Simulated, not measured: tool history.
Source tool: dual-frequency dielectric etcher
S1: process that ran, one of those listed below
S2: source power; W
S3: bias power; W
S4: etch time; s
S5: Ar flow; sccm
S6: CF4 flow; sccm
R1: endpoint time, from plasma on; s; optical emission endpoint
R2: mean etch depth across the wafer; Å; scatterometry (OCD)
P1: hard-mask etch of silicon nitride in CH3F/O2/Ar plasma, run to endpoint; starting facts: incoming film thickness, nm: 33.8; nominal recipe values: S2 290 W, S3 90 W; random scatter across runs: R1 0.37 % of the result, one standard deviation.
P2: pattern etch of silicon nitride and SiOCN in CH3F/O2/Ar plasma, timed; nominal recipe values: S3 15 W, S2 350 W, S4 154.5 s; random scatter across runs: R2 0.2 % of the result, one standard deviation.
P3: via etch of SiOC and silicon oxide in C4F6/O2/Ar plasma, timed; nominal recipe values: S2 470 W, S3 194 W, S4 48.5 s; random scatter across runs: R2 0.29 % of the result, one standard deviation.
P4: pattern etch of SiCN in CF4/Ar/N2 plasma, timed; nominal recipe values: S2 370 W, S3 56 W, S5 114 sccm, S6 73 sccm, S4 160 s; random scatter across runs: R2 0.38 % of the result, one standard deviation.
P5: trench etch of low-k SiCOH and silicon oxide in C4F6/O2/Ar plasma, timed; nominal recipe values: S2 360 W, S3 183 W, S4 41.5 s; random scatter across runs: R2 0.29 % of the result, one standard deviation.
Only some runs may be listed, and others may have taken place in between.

Run 1, day 0.329: S1 P1, S2 290 W, S3 90 W. Result: R1 50.536 s.
Run 2, day 0.875: S1 P2, S2 350 W, S3 10 W, S4 154.5 s. Result: R2 145.3 Å.
Run 3, day 1.558: S1 P4, S2 370 W, S3 56 W, S4 160 s, S5 114 sccm, S6 73 sccm. Result: R2 1034.2 Å.
Run 4, day 1.946: S1 P1, S2 210 W, S3 72 W. Result: R1 61.87 s.
Run 5, day 2.471: S1 P5, S2 360 W, S3 183 W, S4 41.5 s. Result: R2 1260.9 Å.
Run 6, day 3.121: S1 P4, S2 370 W, S3 67 W, S4 160 s, S5 114 sccm, S6 73 sccm. Result: R2 1097.7 Å.
Run 7, day 3.446: S1 P1, S2 290 W, S3 90 W. Result: R1 50.778 s.
Run 8, day 3.812: S1 P1, S2 290 W, S3 106 W. Result: R1 47.326 s.
Run 9, day 4.475: S1 P3, S2 470 W, S3 194 W, S4 26.5 s. Result: R2 330.06 Å.
Run 10, day 5.046: S1 P4, S2 370 W, S3 56 W, S4 160 s, S5 114 sccm, S6 73 sccm. Result: R2 1038 Å.
Run 11, day 5.433: S1 P2, S2 350 W, S3 15 W, S4 107 s. Result: R2 117.81 Å.
Run 12, day 5.875: S1 P4, S2 370 W, S3 56 W, S4 160 s, S5 114 sccm, S6 100 sccm. Result: R2 1088.6 Å.
Run 13, day 6.321: S1 P5, S2 360 W, S3 244 W, S4 41.5 s. Result: R2 1397.1 Å.
Run 14, day 6.879: S1 P1, S2 350 W, S3 90 W. Result: R1 46.955 s.
Run 15, day 7.312: S1 P1, S2 290 W, S3 90 W. Result: R1 50.847 s.
Run 16, day 7.95: S1 P2, S2 350 W, S3 15 W, S4 154.5 s. Result: R2 169.07 Å.
Run 17, day 8.317: S1 P5, S2 220 W, S3 183 W, S4 41.5 s. Result: R2 1049 Å.
Run 18, day 8.975: S1 P1, S2 240 W, S3 90 W. Result: R1 54.483 s.
Run 19, day 9.629: S1 P4, S2 370 W, S3 56 W, S4 160 s, S5 146 sccm, S6 73 sccm. Result: R2 986.01 Å.
Run 20, day 10.258: S1 P3, S2 300 W, S3 194 W, S4 48.5 s. Result: R2 508.74 Å.
Run 21, day 10.867: S1 P1, S2 290 W, S3 90 W. Result: R1 50.533 s.
Run 22, day 11.583: S1 P3, S2 470 W, S3 230 W, S4 48.5 s. Result: R2 641.96 Å.
Run 23, day 12.158: S1 P3, S2 470 W, S3 194 W, S4 48.5 s. Result: R2 604.84 Å.
Run 24, day 12.671: S1 P4, S2 230 W, S3 56 W, S4 160 s, S5 114 sccm, S6 73 sccm. Result: R2 680.49 Å.
Run 25, day 13.354: S1 P1, S2 290 W, S3 90 W. Result: R1 50.231 s.
Run 26, day 14.054: S1 P5, S2 360 W, S3 183 W, S4 30 s. Result: R2 914.03 Å.
Run 27, day 14.729: S1 P1, S2 370 W, S3 112 W. Result: R1 42.707 s.
Run 28, day 15.204: S1 P3, S2 470 W, S3 194 W, S4 48.5 s. Result: R2 605.75 Å.
Run 29, day 15.567: S1 P1, S2 290 W, S3 90 W. Result: R1 50.531 s.
Run 30, day 16.029: S1 P1, S2 290 W, S3 90 W. Result: R1 50.402 s.
Run 31, day 16.579: S1 P1, S2 290 W, S3 60 W. Result: R1 58.313 s.
Run 32, day 17: S1 P4, S2 370 W, S3 56 W, S4 88 s, S5 114 sccm, S6 73 sccm. Result: R2 569.27 Å.
Run 33, day 17.512: S1 P2, S2 490 W, S3 15 W, S4 154.5 s. Result: R2 190.8 Å.
Run 34, day 18.021: S1 P1, S2 290 W, S3 90 W. Result: R1 50.305 s.
Run 35, day 18.604: S1 P1, S2 290 W, S3 90 W. Result: R1 50.833 s.
Run 36, day 19.188: S1 P1, S2 290 W, S3 90 W. Result: R1 51.064 s.
Run 37, day 19.867: S1 P1, S2 290 W, S3 90 W. Result: R1 51.178 s.
Run 38, day 20.542: S1 P1, S2 290 W, S3 90 W. Result: R1 51.255 s.
Run 39, day 20.9: S1 P1, S2 290 W, S3 90 W. Result: R1 51.475 s.
Run 40, day 21.438: S1 P1, S2 290 W, S3 90 W. Result: R1 51.669 s.
At day 21.921: wet clean of the chamber.
Run 41, day 22.004: S1 P1, S2 290 W, S3 90 W. Result: R1 51.188 s.
Run 42, day 22.629: S1 P1, S2 290 W, S3 90 W. Result: R1 51.499 s.
Run 43, day 23.35: S1 P1, S2 290 W, S3 90 W. Result: R1 51.34 s.
Run 44, day 23.954: S1 P1, S2 290 W, S3 90 W. Result: R1 51.517 s.

The output of P1 has drifted from where it used to be. Each of the 2 causes below, taken at the size shown beside it, accounts for the log equally well:
A: bias power that arrives under what is set, % = 4.9
B: source power that arrives under what is set, % = 4.82
The drift started at roughly day 18.021.
What rules out each remaining cause:
chamber walls in a state that lowers the etch rate, %: serviced at day 21.921, which brought nothing back

The 4 check runs listed below each average the results of 2 wafers, and their outcomes are marked with question marks. Under which run would the listed causes produce clearly different results?
Run check 1, day 24.558: S1 P5, S2 250 W, S3 183 W, S4 41.5 s. Result: R2 ?.
Run check 2, day 24.558: S1 P4, S2 370 W, S3 56 W, S4 88 s, S5 114 sccm, S6 73 sccm. Result: R2 ?.
Run check 3, day 24.558: S1 P3, S2 350 W, S3 194 W, S4 35 s. Result: R2 ?.
Run check 4, day 24.558: S1 P2, S2 470 W, S3 11 W, S4 154.5 s. Result: R2 ?.

Outcome of each check run for each possible cause:
  check  result    if A    if B
check 1      R2  1082.1  1079.2
check 2      R2  559.83  545.12
check 3      R2  383.81  382.85
check 4      R2  164.62  164.52
How far apart the two closest causes lie, in the result that separates them most: check 1 0.26 %; check 2 2.66 %; check 3 0.25 %; check 4 0.06 %
Only in check 2 would the causes give clearly different results; in the remaining checks their results would be nearly the same.

The results of check 2 are: R2 548.2 Å. Based on these, which of the listed causes is it?

Of the candidate causes, it is B: source power that arrives under what is set, %.
